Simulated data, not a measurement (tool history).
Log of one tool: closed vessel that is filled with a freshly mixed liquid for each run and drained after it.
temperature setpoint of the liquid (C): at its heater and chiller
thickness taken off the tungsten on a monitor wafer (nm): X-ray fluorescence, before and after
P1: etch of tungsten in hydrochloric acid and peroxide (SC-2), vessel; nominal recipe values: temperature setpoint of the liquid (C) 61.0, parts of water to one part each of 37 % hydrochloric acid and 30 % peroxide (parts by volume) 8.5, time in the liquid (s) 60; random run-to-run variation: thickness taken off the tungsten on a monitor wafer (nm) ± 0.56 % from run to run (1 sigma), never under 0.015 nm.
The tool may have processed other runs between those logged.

run   hour  temperature setpoint of the liquid (C)  parts of water to one part each of 37 % hydrochloric acid and 30 % peroxide (parts by volume)  time in the liquid (s)  hours since the thermometer was replaced  hours since the chemicals flow meter was replaced  hours since the drum of peroxide was connected  thickness taken off the tungsten on a monitor wafer (nm)
  1   12.2                                    61.0                                                                                            8.5                      60                                     967.7                                             1139.5                                           620.3                                                    38.683
  2   25.7                                    71.5                                                                                            8.5                      60                                     981.2                                             1153.0                                           633.8                                                    73.018
  3   37.5                                    61.0                                                                                            8.5                      60                                     993.0                                             1164.8                                           645.6                                                    38.543
  4   49.8                                    61.0                                                                                            8.5                      60                                    1005.3                                             1177.1                                           657.9                                                    38.591
  5   61.3                                    61.0                                                                                            8.5                      60                                    1016.8                                             1188.6                                           669.4                                                    38.797
  6   75.0                                    61.0                                                                                            8.5                      30                                    1030.5                                             1202.3                                           683.1                                                    19.325
  7   82.7                                    61.0                                                                                           15.0                      60                                    1038.2                                             1210.0                                           690.8                                                    23.910
  8   92.2                                    61.0                                                                                            8.5                      60                                    1047.7                                             1219.5                                           700.3                                                    38.306
  9  106.6                                    61.0                                                                                            4.0                      60                                    1062.1                                             1233.9                                           714.7                                                    67.134
     108.0  -- thermometer replaced
 10  118.4                                    46.0                                                                                            8.5                      60                                      10.4                                             1245.7                                           726.5                                                    14.344
 11  133.8                                    61.0                                                                                            8.5                     105                                      25.8                                             1261.1                                           741.9                                                    67.677
 12  141.5                                    61.0                                                                                           13.5                      30                                      33.5                                             1268.8                                           749.6                                                    13.064

Predict the results of run 13:
 13  152.7                                    61.0                                                                                            8.5                      60                                      44.7                                             1280.0                                           760.8                                                         ?

Run 13 came out at thickness taken off the tungsten on a monitor wafer (nm) 38.714.
